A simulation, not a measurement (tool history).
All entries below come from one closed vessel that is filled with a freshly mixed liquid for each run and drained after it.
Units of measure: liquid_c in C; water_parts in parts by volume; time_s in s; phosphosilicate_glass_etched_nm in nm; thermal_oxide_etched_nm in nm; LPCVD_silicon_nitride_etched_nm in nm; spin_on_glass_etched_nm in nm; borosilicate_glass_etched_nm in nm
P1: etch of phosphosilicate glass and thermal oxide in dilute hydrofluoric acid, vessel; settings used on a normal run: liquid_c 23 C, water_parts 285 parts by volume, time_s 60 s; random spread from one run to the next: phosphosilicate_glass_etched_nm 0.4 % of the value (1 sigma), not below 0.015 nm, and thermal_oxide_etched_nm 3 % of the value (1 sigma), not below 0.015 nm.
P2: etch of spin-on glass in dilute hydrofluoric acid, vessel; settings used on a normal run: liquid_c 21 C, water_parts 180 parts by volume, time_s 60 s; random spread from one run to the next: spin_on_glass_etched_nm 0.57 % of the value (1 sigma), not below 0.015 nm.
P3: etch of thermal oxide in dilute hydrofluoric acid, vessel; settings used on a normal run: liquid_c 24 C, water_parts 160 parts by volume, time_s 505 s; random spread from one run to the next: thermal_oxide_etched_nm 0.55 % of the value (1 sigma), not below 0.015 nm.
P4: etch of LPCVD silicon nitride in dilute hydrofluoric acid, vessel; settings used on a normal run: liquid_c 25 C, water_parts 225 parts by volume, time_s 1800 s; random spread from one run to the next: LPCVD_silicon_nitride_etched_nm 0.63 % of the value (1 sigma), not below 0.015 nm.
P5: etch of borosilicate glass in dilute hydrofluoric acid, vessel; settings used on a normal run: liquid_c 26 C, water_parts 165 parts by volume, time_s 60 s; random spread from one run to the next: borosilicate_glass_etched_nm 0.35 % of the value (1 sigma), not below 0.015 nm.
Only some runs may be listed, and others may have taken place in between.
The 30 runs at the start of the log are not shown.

run,day,process,liquid_c,water_parts,time_s,hours since the thermometer was replaced,hours since the hydrofluoric acid flow meter was replaced,phosphosilicate_glass_etched_nm,thermal_oxide_etched_nm,LPCVD_silicon_nitride_etched_nm,spin_on_glass_etched_nm,borosilicate_glass_etched_nm
31,14.021,P4,21,225,1800,291.7,1354.2,,,3.1646,,
32,14.683,P1,23,285,60,307.6,1370.1,29.025,0.77625,,,
33,15.242,P1,23,285,60,321,1383.5,28.273,0.75517,,,
34,15.85,P1,23,285,60,335.6,1398.1,27.236,0.78892,,,
35,16.354,P1,23,285,60,347.7,1410.2,27.528,0.74882,,,
36,16.671,P1,23,285,60,355.3,1417.8,27.312,0.76117,,,
37,17.004,P1,23,285,60,363.3,1425.8,27.029,0.74901,,,
38,17.442,P1,23,285,60,373.8,1436.3,26.802,0.67439,,,
39,18.008,P1,23,285,60,387.4,1449.9,26.849,0.68916,,,
40,18.333,P1,23,285,60,395.2,1457.7,26.942,0.73472,,,

For run 41, what comes out?
41,18.696,P1,23,285,60,403.9,1466.4,?,?,,,

Run 41 yielded phosphosilicate_glass_etched_nm 26.917 nm, thermal_oxide_etched_nm 0.75937 nm.

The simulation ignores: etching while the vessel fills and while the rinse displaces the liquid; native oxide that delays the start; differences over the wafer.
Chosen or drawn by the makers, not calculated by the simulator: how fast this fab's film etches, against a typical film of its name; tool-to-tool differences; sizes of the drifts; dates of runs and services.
